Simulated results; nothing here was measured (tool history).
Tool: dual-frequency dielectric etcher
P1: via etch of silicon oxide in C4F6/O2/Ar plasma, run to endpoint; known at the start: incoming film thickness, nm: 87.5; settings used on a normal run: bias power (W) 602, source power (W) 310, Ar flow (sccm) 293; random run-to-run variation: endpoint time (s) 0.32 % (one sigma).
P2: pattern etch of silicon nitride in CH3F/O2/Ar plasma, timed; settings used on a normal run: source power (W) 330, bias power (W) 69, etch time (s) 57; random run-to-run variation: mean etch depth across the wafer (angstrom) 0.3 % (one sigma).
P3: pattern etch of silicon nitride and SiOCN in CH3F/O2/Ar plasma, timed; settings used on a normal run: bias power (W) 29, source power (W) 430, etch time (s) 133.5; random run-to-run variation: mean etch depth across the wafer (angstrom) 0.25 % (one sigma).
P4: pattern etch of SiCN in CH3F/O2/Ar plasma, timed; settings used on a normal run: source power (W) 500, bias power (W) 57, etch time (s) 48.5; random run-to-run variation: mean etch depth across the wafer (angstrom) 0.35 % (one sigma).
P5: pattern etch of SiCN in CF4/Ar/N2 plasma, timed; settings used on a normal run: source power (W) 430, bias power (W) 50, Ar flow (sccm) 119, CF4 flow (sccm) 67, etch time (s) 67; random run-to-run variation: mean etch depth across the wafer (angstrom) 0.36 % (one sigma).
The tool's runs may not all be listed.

| run | hour | process that ran | bias power (W) | source power (W) | Ar flow (sccm) | etch time (s) | CF4 flow (sccm) | hours since the last wet clean | hours since the last bias power generator calibration | hours since the last source power generator calibration | hours since the last Ar flow controller change | endpoint time (s) | mean etch depth across the wafer (angstrom) |
|---|---|---|---|---|---|---|---|---|---|---|---|---|---|
| 1 | 3.4 | P1 | 602 | 310 | 293 |  |  | 199.3 | 849.8 | 1603.2 | 1866.3 | 20.19 |  |
| 2 | 8.2 | P2 | 44 | 330 |  | 57 |  | 204.1 | 854.6 | 1608 | 1871.1 |  | 319.24 |
| 3 | 11.2 | P1 | 446 | 310 | 293 |  |  | 207.1 | 857.6 | 1611 | 1874.1 | 22.61 |  |
|  | 15.9 | bias power generator calibrated |
| 4 | 15.9 | P3 | 29 | 430 |  | 133.5 |  | 211.8 | 0 | 1615.7 | 1878.8 |  | 204.04 |
| 5 | 20.4 | P5 | 50 | 430 | 142 | 67 | 67 | 216.3 | 4.5 | 1620.2 | 1883.3 |  | 453.26 |
| 6 | 24.4 | P1 | 602 | 380 | 293 |  |  | 220.3 | 8.5 | 1624.2 | 1887.3 | 18.761 |  |
| 7 | 28.5 | P3 | 29 | 430 |  | 133.5 |  | 224.4 | 12.6 | 1628.3 | 1891.4 |  | 203.41 |
| 8 | 33.7 | P5 | 50 | 430 | 119 | 67 | 49 | 229.6 | 17.8 | 1633.5 | 1896.6 |  | 440.18 |
| 9 | 37.9 | P2 | 69 | 450 |  | 57 |  | 233.8 | 22 | 1637.7 | 1900.8 |  | 416.59 |
| 10 | 42.6 | P3 | 37 | 430 |  | 133.5 |  | 238.5 | 26.7 | 1642.4 | 1905.5 |  | 227.12 |
| 11 | 48.2 | P1 | 602 | 310 | 195 |  |  | 244.1 | 32.3 | 1648 | 1911.1 | 19.353 |  |
| 12 | 53.1 | P5 | 50 | 430 | 119 | 67 | 67 | 249 | 37.2 | 1652.9 | 1916 |  | 465.46 |
| 13 | 58.5 | P2 | 69 | 330 |  | 57 |  | 254.4 | 42.6 | 1658.3 | 1921.4 |  | 369.46 |
|  | 60.2 | source power generator calibrated |
| 14 | 61.3 | P1 | 396 | 200 | 293 |  |  | 257.2 | 45.4 | 1.2 | 1924.2 | 27.876 |  |
| 15 | 66.3 | P4 | 57 | 500 |  | 48.5 |  | 262.2 | 50.4 | 6.2 | 1929.2 |  | 183.85 |
| 16 | 69 | P1 | 602 | 310 | 410 |  |  | 264.9 | 53.1 | 8.9 | 1931.9 | 20.871 |  |
|  | 69.4 | Ar flow controller replaced |
| 17 | 72 | P2 | 69 | 330 |  | 57 |  | 267.9 | 56.1 | 11.9 | 2.6 |  | 370.59 |
| 18 | 76.4 | P1 | 602 | 210 | 293 |  |  | 272.3 | 60.5 | 16.3 | 7 | 23.211 |  |
| 19 | 81.5 | P4 | 45 | 500 |  | 48.5 |  | 277.4 | 65.6 | 21.4 | 12.1 |  | 170.45 |
| 20 | 84.7 | P1 | 602 | 310 | 293 |  |  | 280.6 | 68.8 | 24.6 | 15.3 | 20.202 |  |

Run 21 has not been measured yet. What should we expect?
| 21 | 88.1 | P5 | 65 | 430 | 119 | 67 | 67 | 284 | 72.2 | 28 | 18.7 |  | ? |

For run 21 the tool returned mean etch depth across the wafer (angstrom) 509.97.
